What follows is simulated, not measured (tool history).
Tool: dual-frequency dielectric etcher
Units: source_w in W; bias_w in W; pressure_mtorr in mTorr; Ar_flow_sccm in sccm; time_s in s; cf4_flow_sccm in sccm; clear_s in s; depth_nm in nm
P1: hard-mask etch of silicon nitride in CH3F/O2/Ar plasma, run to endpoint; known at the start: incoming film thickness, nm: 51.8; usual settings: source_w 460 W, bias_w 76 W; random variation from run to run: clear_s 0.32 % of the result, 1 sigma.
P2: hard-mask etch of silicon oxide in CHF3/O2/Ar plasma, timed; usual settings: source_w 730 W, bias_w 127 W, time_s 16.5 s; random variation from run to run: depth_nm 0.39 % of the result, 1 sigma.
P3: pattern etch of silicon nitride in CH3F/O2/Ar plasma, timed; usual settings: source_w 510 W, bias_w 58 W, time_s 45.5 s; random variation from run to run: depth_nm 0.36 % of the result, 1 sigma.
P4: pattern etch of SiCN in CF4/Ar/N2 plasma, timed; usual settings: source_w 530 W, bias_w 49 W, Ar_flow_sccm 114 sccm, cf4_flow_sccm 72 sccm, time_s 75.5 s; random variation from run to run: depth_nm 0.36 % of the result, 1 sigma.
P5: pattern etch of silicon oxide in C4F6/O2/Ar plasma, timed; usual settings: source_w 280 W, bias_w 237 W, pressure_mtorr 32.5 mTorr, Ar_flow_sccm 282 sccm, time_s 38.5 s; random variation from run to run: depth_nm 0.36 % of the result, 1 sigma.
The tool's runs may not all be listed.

run 1 day=0.492 | process=P1 source_w=460 bias_w=76 | clear_s=71.404
run 2 day=1.021 | process=P5 source_w=280 bias_w=237 pressure_mtorr=32.5 Ar_flow_sccm=363 time_s=38.5 | depth_nm=116.72
run 3 day=1.454 | process=P1 source_w=460 bias_w=76 | clear_s=71.423
run 4 day=2.083 | process=P4 source_w=680 bias_w=49 Ar_flow_sccm=114 time_s=75.5 cf4_flow_sccm=72 | depth_nm=77.808
run 5 day=2.55 | process=P1 source_w=600 bias_w=76 | clear_s=64.44
run 6 day=2.883 | process=P3 source_w=510 bias_w=58 time_s=45.5 | depth_nm=32.494
run 7 day=3.475 | process=P3 source_w=510 bias_w=58 time_s=26.5 | depth_nm=18.906
run 8 day=3.842 | process=P1 source_w=460 bias_w=92 | clear_s=66.425
run 9 day=4.388 | process=P1 source_w=460 bias_w=76 | clear_s=71.463
run 10 day=4.746 | process=P5 source_w=280 bias_w=237 pressure_mtorr=32.5 Ar_flow_sccm=282 time_s=38.5 | depth_nm=119.23
run 11 day=5.092 | process=P5 source_w=280 bias_w=144 pressure_mtorr=32.5 Ar_flow_sccm=282 time_s=38.5 | depth_nm=101.78
run 12 day=5.671 | process=P3 source_w=510 bias_w=36 time_s=45.5 | depth_nm=28.09
run 13 day=5.979 | process=P2 source_w=730 bias_w=127 time_s=9 | depth_nm=17.125
run 14 day=6.371 | process=P1 source_w=460 bias_w=76 | clear_s=71.233
run 15 day=6.75 | process=P2 source_w=730 bias_w=77 time_s=16.5 | depth_nm=27.213
run 16 day=7.4 | process=P3 source_w=720 bias_w=58 time_s=45.5 | depth_nm=37.433
run 17 day=7.717 | process=P1 source_w=280 bias_w=76 | clear_s=85.743
run 18 day=8.362 | process=P5 source_w=190 bias_w=237 pressure_mtorr=32.5 Ar_flow_sccm=282 time_s=38.5 | depth_nm=103.28
run 19 day=8.721 | process=P4 source_w=530 bias_w=49 Ar_flow_sccm=147 time_s=75.5 cf4_flow_sccm=72 | depth_nm=60.201
run 20 day=9.083 | process=P1 source_w=460 bias_w=51 | clear_s=81.334
run 21 day=9.562 | process=P1 source_w=460 bias_w=76 | clear_s=71.236
run 22 day=9.983 | process=P5 source_w=280 bias_w=237 pressure_mtorr=41 Ar_flow_sccm=282 time_s=38.5 | depth_nm=116.77
run 23 day=10.317 | process=P4 source_w=530 bias_w=49 Ar_flow_sccm=114 time_s=75.5 cf4_flow_sccm=54 | depth_nm=59.485
run 24 day=10.617 | process=P4 source_w=530 bias_w=58 Ar_flow_sccm=114 time_s=75.5 cf4_flow_sccm=72 | depth_nm=66.555
run 25 day=11.162 | process=P4 source_w=530 bias_w=49 Ar_flow_sccm=114 time_s=95 cf4_flow_sccm=72 | depth_nm=79.44
run 26 day=11.742 | process=P2 source_w=730 bias_w=127 time_s=16.5 | depth_nm=31.196
run 27 day=12.212 | process=P5 source_w=280 bias_w=237 pressure_mtorr=32.5 Ar_flow_sccm=282 time_s=30 | depth_nm=92.973
run 28 day=12.654 | process=P4 source_w=530 bias_w=49 Ar_flow_sccm=114 time_s=75.5 cf4_flow_sccm=72 | depth_nm=62.934
run 29 day=12.996 | process=P1 source_w=650 bias_w=104 | clear_s=55.978
run 30 day=13.354 | process=P2 source_w=550 bias_w=127 time_s=16.5 | depth_nm=28.147
run 31 day=14.004 | process=P1 source_w=460 bias_w=76 | clear_s=71.43
run 32 day=14.608 | process=P1 source_w=460 bias_w=76 | clear_s=71.377
run 33 day=15.1 | process=P1 source_w=460 bias_w=76 | clear_s=72.199
run 34 day=15.446 | process=P1 source_w=460 bias_w=76 | clear_s=72.194
run 35 day=15.779 | process=P1 source_w=460 bias_w=76 | clear_s=72.432
-- day=15.946 wet clean of the chamber
run 36 day=16.079 | process=P1 source_w=460 bias_w=76 | clear_s=72.029
run 37 day=16.496 | process=P1 source_w=460 bias_w=76 | clear_s=72.456
run 38 day=17.133 | process=P1 source_w=460 bias_w=76 | clear_s=72.492
run 39 day=17.571 | process=P1 source_w=460 bias_w=76 | clear_s=72.801

What P1 gives has crept away from where it was. These 2 causes fit the log equally well, each at the size given:
A: source power that arrives under what is set, % = 4.09
B: bias power that arrives under what is set, % = 4.53
The creep began at about day 14.608.
Why every other cause is out:
chamber walls in a state that lowers the etch rate, %: serviced at day 15.946, which brought nothing back

4 check runs are offered, each on 2 wafers whose results are averaged, their results left as question marks. Which one tells the causes apart?
run check 1 day=18.008 | process=P2 source_w=730 bias_w=127 time_s=16.5 | depth_nm=?
run check 2 day=18.008 | process=P5 source_w=280 bias_w=237 pressure_mtorr=32.5 Ar_flow_sccm=282 time_s=38.5 | depth_nm=?
run check 3 day=18.008 | process=P4 source_w=530 bias_w=49 Ar_flow_sccm=114 time_s=75.5 cf4_flow_sccm=72 | depth_nm=?
run check 4 day=18.008 | process=P3 source_w=510 bias_w=58 time_s=45.5 | depth_nm=?

What each check would give under each cause:
check=check_1 result=depth_nm if_A=30.888 if_B=30.958
check=check_2 result=depth_nm if_A=117.94 if_B=117.95
check=check_3 result=depth_nm if_A=60.693 if_B=62.067
check=check_4 result=depth_nm if_A=31.962 if_B=32.01
How far apart the two closest causes lie, in the result that separates them most: check 1 0.23 %; check 2 0.01 %; check 3 2.24 %; check 4 0.15 %
Only check 3 tells the causes apart: in the others they would give nearly the same result.

Then check 3 was run and gave: depth_nm 60.566 nm. Which cause is it?

It is A: source power that arrives under what is set, %.

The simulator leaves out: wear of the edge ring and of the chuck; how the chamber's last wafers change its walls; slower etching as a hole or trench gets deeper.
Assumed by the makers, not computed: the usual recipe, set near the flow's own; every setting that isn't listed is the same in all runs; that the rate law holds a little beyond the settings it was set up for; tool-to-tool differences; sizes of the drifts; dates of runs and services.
